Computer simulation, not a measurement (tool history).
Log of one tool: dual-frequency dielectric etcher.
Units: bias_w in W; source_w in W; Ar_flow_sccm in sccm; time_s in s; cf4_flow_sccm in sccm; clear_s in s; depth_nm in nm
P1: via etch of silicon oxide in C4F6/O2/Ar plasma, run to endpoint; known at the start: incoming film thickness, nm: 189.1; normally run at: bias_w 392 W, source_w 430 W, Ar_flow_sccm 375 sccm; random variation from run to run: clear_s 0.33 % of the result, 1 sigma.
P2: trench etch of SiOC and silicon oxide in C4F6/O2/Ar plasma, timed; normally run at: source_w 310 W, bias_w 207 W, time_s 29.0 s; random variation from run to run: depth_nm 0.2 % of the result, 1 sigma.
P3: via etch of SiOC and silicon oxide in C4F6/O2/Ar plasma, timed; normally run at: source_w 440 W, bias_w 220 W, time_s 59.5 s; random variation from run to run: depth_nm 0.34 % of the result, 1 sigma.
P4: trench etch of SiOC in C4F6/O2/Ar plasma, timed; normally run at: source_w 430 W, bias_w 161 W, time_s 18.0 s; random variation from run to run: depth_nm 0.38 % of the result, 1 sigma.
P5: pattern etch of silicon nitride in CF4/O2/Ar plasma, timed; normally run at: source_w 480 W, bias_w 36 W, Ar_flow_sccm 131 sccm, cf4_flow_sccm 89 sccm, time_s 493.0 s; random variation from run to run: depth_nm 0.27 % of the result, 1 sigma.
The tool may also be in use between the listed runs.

| run | hour | process | bias_w | source_w | Ar_flow_sccm | time_s | cf4_flow_sccm | hours since the last wet clean | hours since the last bias power generator calibration | hours since the last source power generator calibration | hours since the last Ar flow controller change | clear_s | depth_nm |
|---|---|---|---|---|---|---|---|---|---|---|---|---|---|
| 1 | 5.9 | P1 | 392 | 430 | 375 |  |  | 108.3 | 3614.1 | 672.6 | 1804.0 | 43.875 |  |
| 2 | 11.4 | P4 | 95 | 430 |  | 18.0 |  | 113.8 | 3619.6 | 678.1 | 1809.5 |  | 31.064 |
| 3 | 14.8 | P4 | 161 | 430 |  | 22.5 |  | 117.2 | 3623.0 | 681.5 | 1812.9 |  | 45.437 |
| 4 | 19.5 | P4 | 161 | 430 |  | 18.0 |  | 121.9 | 3627.7 | 686.2 | 1817.6 |  | 36.388 |
| 5 | 26.0 | P2 | 207 | 310 |  | 36.0 |  | 128.4 | 3634.2 | 692.7 | 1824.1 |  | 67.949 |
| 6 | 29.3 | P2 | 207 | 310 |  | 29.0 |  | 131.7 | 3637.5 | 696.0 | 1827.4 |  | 54.821 |
| 7 | 33.2 | P5 | 36 | 480 | 172 | 493.0 | 89 | 135.6 | 3641.4 | 699.9 | 1831.3 |  | 720.360 |
| 8 | 37.1 | P1 | 271 | 430 | 375 |  |  | 139.5 | 3645.3 | 703.8 | 1835.2 | 50.102 |  |
| 9 | 40.0 | P3 | 220 | 440 |  | 80.5 |  | 142.4 | 3648.2 | 706.7 | 1838.1 |  | 102.900 |
| 10 | 46.1 | P4 | 161 | 320 |  | 18.0 |  | 148.5 | 3654.3 | 712.8 | 1844.2 |  | 32.315 |
| 11 | 52.2 | P3 | 220 | 270 |  | 59.5 |  | 154.6 | 3660.4 | 718.9 | 1850.3 |  | 62.796 |
| 12 | 55.1 | P3 | 220 | 440 |  | 59.5 |  | 157.5 | 3663.3 | 721.8 | 1853.2 |  | 76.089 |
| 13 | 61.3 | P5 | 28 | 480 | 131 | 493.0 | 89 | 163.7 | 3669.5 | 728.0 | 1859.4 |  | 687.260 |
|  | 64.6 | wet clean of the chamber |
| 14 | 66.8 | P1 | 392 | 430 | 444 |  |  | 2.2 | 3675.0 | 733.5 | 1864.9 | 44.659 |  |
| 15 | 71.4 | P2 | 259 | 310 |  | 29.0 |  | 6.8 | 3679.6 | 738.1 | 1869.5 |  | 59.062 |
| 16 | 77.7 | P1 | 392 | 260 | 375 |  |  | 13.1 | 3685.9 | 744.4 | 1875.8 | 53.012 |  |
| 17 | 80.5 | P3 | 133 | 440 |  | 59.5 |  | 15.9 | 3688.7 | 747.2 | 1878.6 |  | 64.711 |
| 18 | 86.6 | P1 | 392 | 520 | 294 |  |  | 22.0 | 3694.8 | 753.3 | 1884.7 | 39.724 |  |
| 19 | 90.6 | P5 | 36 | 480 | 131 | 493.0 | 89 | 26.0 | 3698.8 | 757.3 | 1888.7 |  | 750.260 |
| 20 | 96.6 | P1 | 392 | 430 | 375 |  |  | 32.0 | 3704.8 | 763.3 | 1894.7 | 43.927 |  |
| 21 | 102.0 | P5 | 36 | 660 | 131 | 493.0 | 89 | 37.4 | 3710.2 | 768.7 | 1900.1 |  | 992.840 |
| 22 | 107.3 | P1 | 392 | 430 | 228 |  |  | 42.7 | 3715.5 | 774.0 | 1905.4 | 41.893 |  |
| 23 | 111.0 | P2 | 207 | 310 |  | 29.0 |  | 46.4 | 3719.2 | 777.7 | 1909.1 |  | 54.796 |
| 24 | 116.0 | P1 | 392 | 430 | 375 |  |  | 51.4 | 3724.2 | 782.7 | 1914.1 | 43.922 |  |
| 25 | 122.1 | P1 | 392 | 430 | 375 |  |  | 57.5 | 3730.3 | 788.8 | 1920.2 | 43.980 |  |
|  | 125.4 | bias power generator calibrated |
| 26 | 127.5 | P2 | 207 | 400 |  | 29.0 |  | 62.9 | 2.2 | 794.2 | 1925.6 |  | 60.469 |
| 27 | 132.5 | P1 | 392 | 550 | 375 |  |  | 67.9 | 7.2 | 799.2 | 1930.6 | 40.153 |  |
| 28 | 138.0 | P5 | 36 | 480 | 131 | 493.0 | 89 | 73.4 | 12.7 | 804.7 | 1936.1 |  | 752.140 |
| 29 | 143.1 | P1 | 542 | 430 | 375 |  |  | 78.5 | 17.8 | 809.8 | 1941.2 | 39.301 |  |
| 30 | 146.8 | P5 | 36 | 480 | 131 | 601.5 | 89 | 82.2 | 21.5 | 813.5 | 1944.9 |  | 917.950 |
| 31 | 151.5 | P5 | 36 | 480 | 131 | 493.0 | 124 | 86.9 | 26.2 | 818.2 | 1949.6 |  | 787.280 |
| 32 | 157.8 | P1 | 392 | 430 | 375 |  |  | 93.2 | 32.5 | 824.5 | 1955.9 | 43.953 |  |
| 33 | 161.3 | P1 | 392 | 430 | 375 |  |  | 96.7 | 36.0 | 828.0 | 1959.4 | 43.878 |  |
| 34 | 166.2 | P1 | 392 | 430 | 375 |  |  | 101.6 | 40.9 | 832.9 | 1964.3 | 43.842 |  |
| 35 | 171.1 | P1 | 392 | 430 | 375 |  |  | 106.5 | 45.8 | 837.8 | 1969.2 | 43.408 |  |
|  | 174.1 | Ar flow controller replaced |
|  | 176.1 | wet clean of the chamber |
| 36 | 176.4 | P1 | 392 | 430 | 375 |  |  | 0.4 | 51.1 | 843.1 | 2.4 | 43.310 |  |
| 37 | 180.0 | P1 | 392 | 430 | 375 |  |  | 4.0 | 54.7 | 846.7 | 6.0 | 43.121 |  |
| 38 | 183.1 | P1 | 392 | 430 | 375 |  |  | 7.1 | 57.8 | 849.8 | 9.1 | 43.165 |  |
| 39 | 187.3 | P1 | 392 | 430 | 375 |  |  | 11.3 | 62.0 | 854.0 | 13.3 | 43.173 |  |

What P1 gives has crept away from where it was. These 2 causes fit the log equally well, each at the size given:
A: source power that arrives over what is set, % = 4.51
B: bias power that arrives over what is set, % = 4.68
The creep began at about hour 157.8.
Why every other cause is out:
chamber walls in a state that raises the etch rate, %: serviced at hour 176.1, which brought nothing back
Ar flow that arrives under what is set, %: serviced at hour 174.1, which brought nothing back

4 check runs are offered, one wafer each, their results left as question marks. Which one tells the causes apart?
| check 1 | 191.5 | P2 | 207 | 310 |  | 29.0 |  |  |  |  |  |  | ? |
| check 2 | 191.5 | P5 | 36 | 480 | 131 | 493.0 | 89 |  |  |  |  |  | ? |
| check 3 | 191.5 | P3 | 220 | 440 |  | 59.5 |  |  |  |  |  |  | ? |
| check 4 | 191.5 | P4 | 161 | 430 |  | 18.0 |  |  |  |  |  |  | ? |

What each check would give under each cause:
| check | result | if A | if B |
|---|---|---|---|
| check 1 | depth_nm | 55.733 | 55.638 |
| check 2 | depth_nm | 782.910 | 766.220 |
| check 3 | depth_nm | 77.153 | 77.027 |
| check 4 | depth_nm | 37.023 | 36.904 |
How far apart the two closest causes lie, in the result that separates them most: check 1 0.17 %; check 2 2.15 %; check 3 0.16 %; check 4 0.32 %
Check 2 tells the causes apart: in the others they would give nearly the same result.

Check 2 was then run and gave: depth_nm 768.950 nm. Which cause is it?

It is B: bias power that arrives over what is set, %.

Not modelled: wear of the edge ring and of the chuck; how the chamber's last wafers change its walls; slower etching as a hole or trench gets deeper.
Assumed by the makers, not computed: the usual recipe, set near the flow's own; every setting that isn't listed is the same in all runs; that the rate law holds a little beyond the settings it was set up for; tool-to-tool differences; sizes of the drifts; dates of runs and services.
